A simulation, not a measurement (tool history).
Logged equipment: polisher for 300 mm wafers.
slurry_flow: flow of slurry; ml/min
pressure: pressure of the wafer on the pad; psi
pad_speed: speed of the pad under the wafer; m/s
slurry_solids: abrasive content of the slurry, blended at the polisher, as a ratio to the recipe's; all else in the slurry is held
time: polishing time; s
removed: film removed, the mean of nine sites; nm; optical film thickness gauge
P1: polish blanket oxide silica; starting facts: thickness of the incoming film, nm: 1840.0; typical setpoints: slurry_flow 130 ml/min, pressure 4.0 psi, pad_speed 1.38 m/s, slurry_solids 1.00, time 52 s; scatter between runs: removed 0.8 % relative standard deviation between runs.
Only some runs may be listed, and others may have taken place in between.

| run | hour | slurry_flow | pressure | pad_speed | slurry_solids | time | wafers polished on this pad | hours since the slurry nozzle was cleaned | hours since the head pressure was calibrated | hours since the slurry blender was calibrated | hours since the conditioning disc was replaced | removed |
|---|---|---|---|---|---|---|---|---|---|---|---|---|
| 1 | 13.9 | 130 | 4.0 | 1.38 | 1.00 | 52 | 644 | 267.7 | 451.9 | 49.7 | 110.9 | 167.300 |
| 2 | 24.7 | 130 | 4.0 | 1.38 | 0.65 | 52 | 756 | 278.5 | 462.7 | 60.5 | 121.7 | 134.450 |
|  | 28.9 | conditioning disc replaced and pad reconditioned |
| 3 | 31.1 | 130 | 2.5 | 1.38 | 1.00 | 52 | 823 | 284.9 | 469.1 | 66.9 | 2.3 | 103.950 |
| 4 | 41.2 | 165 | 4.0 | 1.38 | 1.00 | 52 | 928 | 295.0 | 479.2 | 77.0 | 12.4 | 175.780 |
| 5 | 52.3 | 130 | 4.0 | 1.38 | 1.00 | 52 | 1043 | 306.1 | 490.3 | 88.1 | 23.5 | 169.550 |
| 6 | 65.3 | 130 | 4.0 | 0.64 | 1.00 | 52 | 1178 | 319.1 | 503.3 | 101.1 | 36.5 | 91.950 |
| 7 | 77.3 | 130 | 4.0 | 1.38 | 1.00 | 52 | 1303 | 331.1 | 515.3 | 113.1 | 48.5 | 166.990 |
| 8 | 90.8 | 130 | 4.0 | 1.38 | 1.35 | 52 | 1443 | 344.6 | 528.8 | 126.6 | 62.0 | 189.900 |
|  | 95.8 | head pressure recalibrated |
| 9 | 102.2 | 130 | 4.0 | 2.16 | 1.00 | 52 | 1561 | 356.0 | 6.4 | 138.0 | 73.4 | 238.980 |
| 10 | 113.1 | 130 | 4.0 | 1.38 | 1.00 | 52 | 1675 | 366.9 | 17.3 | 148.9 | 84.3 | 167.150 |
| 11 | 120.6 | 130 | 4.0 | 0.98 | 0.60 | 52 | 1753 | 374.4 | 24.8 | 156.4 | 91.8 | 98.759 |
| 12 | 132.2 | 80 | 4.0 | 1.38 | 1.00 | 52 | 1873 | 386.0 | 36.4 | 168.0 | 103.4 | 148.210 |
| 13 | 142.6 | 130 | 6.2 | 1.38 | 1.00 | 52 | 1981 | 396.4 | 46.8 | 178.4 | 113.8 | 260.350 |
| 14 | 151.5 | 130 | 4.0 | 1.38 | 0.80 | 40 | 2074 | 405.3 | 55.7 | 187.3 | 122.7 | 115.880 |
| 15 | 161.4 | 130 | 4.0 | 1.38 | 1.00 | 52 | 2176 | 415.2 | 65.6 | 197.2 | 132.6 | 167.050 |
| 16 | 174.4 | 130 | 4.0 | 1.38 | 1.00 | 52 | 2311 | 428.2 | 78.6 | 210.2 | 145.6 | 167.230 |
| 17 | 187.9 | 130 | 4.0 | 1.38 | 1.00 | 52 | 2452 | 441.7 | 92.1 | 223.7 | 159.1 | 168.900 |
| 18 | 198.6 | 130 | 4.0 | 1.38 | 1.00 | 29 | 2563 | 452.4 | 102.8 | 234.4 | 169.8 | 93.035 |
| 19 | 212.5 | 130 | 4.0 | 0.76 | 1.25 | 52 | 2707 | 466.3 | 116.7 | 248.3 | 183.7 | 113.970 |
| 20 | 225.1 | 130 | 4.0 | 1.38 | 1.00 | 81 | 2838 | 478.9 | 129.3 | 260.9 | 196.3 | 259.920 |
| 21 | 231.6 | 130 | 4.0 | 1.38 | 1.00 | 52 | 2906 | 485.4 | 135.8 | 267.4 | 202.8 | 168.020 |
| 22 | 243.1 | 130 | 4.0 | 1.38 | 1.00 | 52 | 3025 | 496.9 | 147.3 | 278.9 | 214.3 | 160.880 |
| 23 | 254.3 | 130 | 4.0 | 1.38 | 1.00 | 52 | 3141 | 508.1 | 158.5 | 290.1 | 225.5 | 156.970 |
|  | 261.1 | head pressure recalibrated |
| 24 | 263.1 | 130 | 4.0 | 1.38 | 1.00 | 52 | 3233 | 516.9 | 2.1 | 298.9 | 234.3 | 152.670 |
|  | 264.1 | conditioning disc replaced and pad reconditioned |
| 25 | 276.9 | 130 | 4.0 | 1.38 | 1.00 | 52 | 3376 | 530.7 | 15.9 | 312.7 | 12.9 | 153.750 |
|  | 278.8 | slurry nozzle cleaned |
| 26 | 290.9 | 130 | 4.0 | 1.38 | 1.00 | 52 | 3522 | 12.2 | 29.9 | 326.7 | 26.9 | 151.790 |
| 27 | 301.5 | 130 | 4.0 | 1.38 | 1.00 | 52 | 3632 | 22.8 | 40.5 | 337.3 | 37.5 | 148.460 |

P1 has crept away from where it was. The log is fitted equally well by each of these 2 causes, at the sizes shown:
A: abrasive missing from the slurry, % = 21.5
B: removal rate lost through wear of the pad, % = 11.1
The gradual shift began around hour 231.6.
Excluded causes, each with its reason:
slurry flow missing at the pad, %: serviced at hour 278.8, after the change had begun; the process did not return to its earlier output
head's pressure below its setpoint, %: serviced at hour 261.1, after the change had begun; the process did not return to its earlier output
time polished since the conditioner stopped cutting, s: serviced at hour 264.1, after the change had begun; the process did not return to its earlier output

The list below offers 4 check runs, each averaging the results of 5 wafers, and shows each result as a question mark. For which of them would the listed causes give clearly different results?
| check 1 | 312.1 | 130 | 5.7 | 0.64 | 1.00 | 52 |  |  |  |  |  | ? |
| check 2 | 312.1 | 130 | 4.0 | 2.14 | 1.00 | 62 |  |  |  |  |  | ? |
| check 3 | 312.1 | 130 | 4.0 | 0.64 | 0.65 | 52 |  |  |  |  |  | ? |
| check 4 | 312.1 | 130 | 6.1 | 1.38 | 1.00 | 81 |  |  |  |  |  | ? |

If the cause were each of the candidates in turn, the checks would give the following:
| check | result | if A | if B |
|---|---|---|---|
| check 1 | removed | 115.340 | 115.300 |
| check 2 | removed | 253.480 | 253.400 |
| check 3 | removed | 63.371 | 65.005 |
| check 4 | removed | 355.540 | 355.420 |
Smallest distance between any two causes, each pair judged by its most separating result, in per cent: check 1 0.03 %; check 2 0.03 %; check 3 2.55 %; check 4 0.03 %
Check 3 is the one run that separates the causes; every other check would come out nearly the same whichever cause is at work.

Then check 3 was run and gave: removed 63.371 nm. Which cause is it?

A is the cause: abrasive missing from the slurry, %.
